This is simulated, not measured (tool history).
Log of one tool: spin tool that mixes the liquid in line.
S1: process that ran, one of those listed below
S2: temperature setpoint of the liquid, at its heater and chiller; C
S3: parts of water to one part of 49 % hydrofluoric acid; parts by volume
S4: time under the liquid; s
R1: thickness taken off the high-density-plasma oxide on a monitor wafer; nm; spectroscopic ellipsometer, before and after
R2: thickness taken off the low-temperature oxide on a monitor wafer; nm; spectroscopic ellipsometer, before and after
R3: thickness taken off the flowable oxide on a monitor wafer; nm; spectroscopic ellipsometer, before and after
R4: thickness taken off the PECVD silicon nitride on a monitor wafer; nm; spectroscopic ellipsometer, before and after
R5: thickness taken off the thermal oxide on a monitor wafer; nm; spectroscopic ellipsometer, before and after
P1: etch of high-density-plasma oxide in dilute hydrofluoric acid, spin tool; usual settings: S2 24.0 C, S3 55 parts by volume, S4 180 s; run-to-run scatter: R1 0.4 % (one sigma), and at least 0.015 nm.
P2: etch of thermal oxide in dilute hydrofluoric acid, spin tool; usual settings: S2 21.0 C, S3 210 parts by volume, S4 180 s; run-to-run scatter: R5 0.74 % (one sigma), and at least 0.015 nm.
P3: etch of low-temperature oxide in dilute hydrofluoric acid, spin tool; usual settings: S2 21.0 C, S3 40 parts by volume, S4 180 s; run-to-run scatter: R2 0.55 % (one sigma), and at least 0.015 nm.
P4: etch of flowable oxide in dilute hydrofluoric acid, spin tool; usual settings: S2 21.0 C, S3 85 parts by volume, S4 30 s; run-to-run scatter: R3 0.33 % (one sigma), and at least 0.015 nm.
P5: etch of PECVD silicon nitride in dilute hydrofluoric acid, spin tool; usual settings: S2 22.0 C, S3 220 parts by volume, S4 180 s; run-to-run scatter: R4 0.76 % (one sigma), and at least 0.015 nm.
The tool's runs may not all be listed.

run   hour  S1    S2   S3   S4      R1       R2       R3      R4       R5
  1   10.8  P1  24.0   55  180  17.574
  2   27.9  P1  20.0   55  180  14.733
  3   41.6  P3  21.0   40  180          44.8320
  4   50.0  P1  24.0   55  180  17.560
  5   59.3  P1  24.0   55  180  17.631
  6   77.1  P4  17.0   85   30                   11.2990
  7   89.8  P4  21.0  150   30                    7.0426
  8  106.7  P5  22.0  220  315                            4.8820
  9  124.8  P2  21.0   40  180                                    20.8170
 10  136.8  P5  17.0  220  180                            2.0069
 11  145.7  P3  28.5   40  180          60.8990
 12  158.8  P2  17.0  210  180                                     2.8311
 13  173.2  P1  17.5   20  180  38.545
 14  188.9  P5  22.0  365  180                            1.6978
 15  201.9  P3  21.0   40   15           3.7259
 16  216.7  P1  18.0   55  260  19.702
 17  230.3  P2  21.0  210  360                                     6.5064
 18  239.2  P4  21.0   85   30                   13.3900
 19  249.7  P2  21.0  210  180                                     3.2904
 20  266.5  P1  24.0   55  340  33.181

The next listed run, before its measurement:
 21  280.9  P1  24.0  20  180   ?

Run 21 gave R1 50.192 nm.

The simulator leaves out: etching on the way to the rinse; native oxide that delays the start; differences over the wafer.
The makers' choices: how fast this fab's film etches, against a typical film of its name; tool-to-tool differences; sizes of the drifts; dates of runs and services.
